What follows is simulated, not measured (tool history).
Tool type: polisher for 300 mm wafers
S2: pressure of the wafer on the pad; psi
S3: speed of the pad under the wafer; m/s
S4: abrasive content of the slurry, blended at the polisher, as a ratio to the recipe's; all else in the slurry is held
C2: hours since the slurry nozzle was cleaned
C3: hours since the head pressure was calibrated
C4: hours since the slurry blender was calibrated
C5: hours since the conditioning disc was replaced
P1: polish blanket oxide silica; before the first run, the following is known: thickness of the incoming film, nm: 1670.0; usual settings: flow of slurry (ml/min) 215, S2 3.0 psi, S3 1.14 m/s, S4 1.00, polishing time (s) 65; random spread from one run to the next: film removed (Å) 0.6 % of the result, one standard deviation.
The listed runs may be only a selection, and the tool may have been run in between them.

Run 1, hour 8.2: flow of slurry (ml/min) 215, S2 3.0 psi, S3 1.14 m/s, S4 1.00, polishing time (s) 65; wafers polished on this pad 411; C2 459.7; C3 411.8; C4 69.7; C5 240.8. Result: film removed (Å) 1496.20.
Run 2, hour 16.8: flow of slurry (ml/min) 215, S2 3.0 psi, S3 1.14 m/s, S4 1.00, polishing time (s) 65; wafers polished on this pad 489; C2 468.3; C3 420.4; C4 78.3; C5 249.4. Result: film removed (Å) 1517.60.
Run 3, hour 24.7: flow of slurry (ml/min) 130, S2 3.0 psi, S3 1.14 m/s, S4 1.00, polishing time (s) 65; wafers polished on this pad 562; C2 476.2; C3 428.3; C4 86.2; C5 257.3. Result: film removed (Å) 1405.40.
Run 4, hour 31.7: flow of slurry (ml/min) 215, S2 3.8 psi, S3 1.14 m/s, S4 1.00, polishing time (s) 65; wafers polished on this pad 626; C2 483.2; C3 435.3; C4 93.2; C5 264.3. Result: film removed (Å) 1938.80.
Run 5, hour 42.2: flow of slurry (ml/min) 215, S2 3.0 psi, S3 1.14 m/s, S4 1.00, polishing time (s) 102; wafers polished on this pad 722; C2 493.7; C3 445.8; C4 103.7; C5 274.8. Result: film removed (Å) 2382.10.
Run 6, hour 52.6: flow of slurry (ml/min) 150, S2 2.1 psi, S3 1.14 m/s, S4 1.00, polishing time (s) 65; wafers polished on this pad 817; C2 504.1; C3 456.2; C4 114.1; C5 285.2. Result: film removed (Å) 1011.50.
Run 7, hour 60.5: flow of slurry (ml/min) 215, S2 3.0 psi, S3 0.72 m/s, S4 1.00, polishing time (s) 65; wafers polished on this pad 889; C2 512.0; C3 464.1; C4 122.0; C5 293.1. Result: film removed (Å) 1060.10.
Run 8, hour 74.2: flow of slurry (ml/min) 215, S2 3.0 psi, S3 1.14 m/s, S4 1.45, polishing time (s) 65; wafers polished on this pad 1014; C2 525.7; C3 477.8; C4 135.7; C5 306.8. Result: film removed (Å) 1790.50.
Run 9, hour 84.4: flow of slurry (ml/min) 215, S2 3.0 psi, S3 1.14 m/s, S4 1.00, polishing time (s) 47; wafers polished on this pad 1107; C2 535.9; C3 488.0; C4 145.9; C5 317.0. Result: film removed (Å) 1105.70.
Run 10, hour 92.2: flow of slurry (ml/min) 130, S2 3.0 psi, S3 0.60 m/s, S4 1.00, polishing time (s) 65; wafers polished on this pad 1178; C2 543.7; C3 495.8; C4 153.7; C5 324.8. Result: film removed (Å) 839.29.
Run 11, hour 102.5: flow of slurry (ml/min) 215, S2 3.0 psi, S3 1.14 m/s, S4 1.00, polishing time (s) 65; wafers polished on this pad 1273; C2 554.0; C3 506.1; C4 164.0; C5 335.1. Result: film removed (Å) 1520.50.
Run 12, hour 114.3: flow of slurry (ml/min) 215, S2 3.0 psi, S3 1.50 m/s, S4 1.00, polishing time (s) 65; wafers polished on this pad 1380; C2 565.8; C3 517.9; C4 175.8; C5 346.9. Result: film removed (Å) 1904.20.
Run 13, hour 121.8: flow of slurry (ml/min) 215, S2 3.0 psi, S3 1.14 m/s, S4 1.00, polishing time (s) 65; wafers polished on this pad 1449; C2 573.3; C3 525.4; C4 183.3; C5 354.4. Result: film removed (Å) 1516.60.
Run 14, hour 131.4: flow of slurry (ml/min) 215, S2 3.0 psi, S3 1.14 m/s, S4 1.00, polishing time (s) 65; wafers polished on this pad 1537; C2 582.9; C3 535.0; C4 192.9; C5 364.0. Result: film removed (Å) 1518.20.
Run 15, hour 143.2: flow of slurry (ml/min) 215, S2 3.0 psi, S3 1.14 m/s, S4 0.75, polishing time (s) 65; wafers polished on this pad 1645; C2 594.7; C3 546.8; C4 204.7; C5 375.8. Result: film removed (Å) 1320.80.
Run 16, hour 155.4: flow of slurry (ml/min) 290, S2 3.0 psi, S3 1.14 m/s, S4 1.00, polishing time (s) 65; wafers polished on this pad 1756; C2 606.9; C3 559.0; C4 216.9; C5 388.0. Result: film removed (Å) 1558.30.
Run 17, hour 166.8: flow of slurry (ml/min) 215, S2 1.4 psi, S3 1.14 m/s, S4 1.00, polishing time (s) 65; wafers polished on this pad 1860; C2 618.3; C3 570.4; C4 228.3; C5 399.4. Result: film removed (Å) 703.17.
Run 18, hour 179.6: flow of slurry (ml/min) 215, S2 3.0 psi, S3 1.14 m/s, S4 1.00, polishing time (s) 65; wafers polished on this pad 1977; C2 631.1; C3 583.2; C4 241.1; C5 412.2. Result: film removed (Å) 1532.20.
Run 19, hour 191.4: flow of slurry (ml/min) 215, S2 3.0 psi, S3 1.14 m/s, S4 1.00, polishing time (s) 65; wafers polished on this pad 2085; C2 642.9; C3 595.0; C4 252.9; C5 424.0. Result: film removed (Å) 1509.50.
Run 20, hour 203.5: flow of slurry (ml/min) 215, S2 3.0 psi, S3 1.14 m/s, S4 1.00, polishing time (s) 65; wafers polished on this pad 2196; C2 655.0; C3 607.1; C4 265.0; C5 436.1. Result: film removed (Å) 1459.30.
Run 21, hour 213.2: flow of slurry (ml/min) 215, S2 3.0 psi, S3 1.14 m/s, S4 1.00, polishing time (s) 65; wafers polished on this pad 2284; C2 664.7; C3 616.8; C4 274.7; C5 445.8. Result: film removed (Å) 1429.10.
Run 22, hour 223.2: flow of slurry (ml/min) 215, S2 3.0 psi, S3 1.14 m/s, S4 1.00, polishing time (s) 65; wafers polished on this pad 2376; C2 674.7; C3 626.8; C4 284.7; C5 455.8. Result: film removed (Å) 1397.80.
Run 23, hour 230.0: flow of slurry (ml/min) 215, S2 3.0 psi, S3 1.14 m/s, S4 1.00, polishing time (s) 65; wafers polished on this pad 2438; C2 681.5; C3 633.6; C4 291.5; C5 462.6. Result: film removed (Å) 1395.20.
Run 24, hour 238.4: flow of slurry (ml/min) 215, S2 3.0 psi, S3 1.14 m/s, S4 1.00, polishing time (s) 65; wafers polished on this pad 2515; C2 689.9; C3 642.0; C4 299.9; C5 471.0. Result: film removed (Å) 1369.90.

Predict the results of run 25:
Run 25, hour 247.4: flow of slurry (ml/min) 215, S2 3.0 psi, S3 1.14 m/s, S4 1.00, polishing time (s) 65; wafers polished on this pad 2597; C2 698.9; C3 651.0; C4 308.9; C5 480.0. Result: film removed (Å) ?.

{"run 25": {"film removed (Å)": 1372.4}}
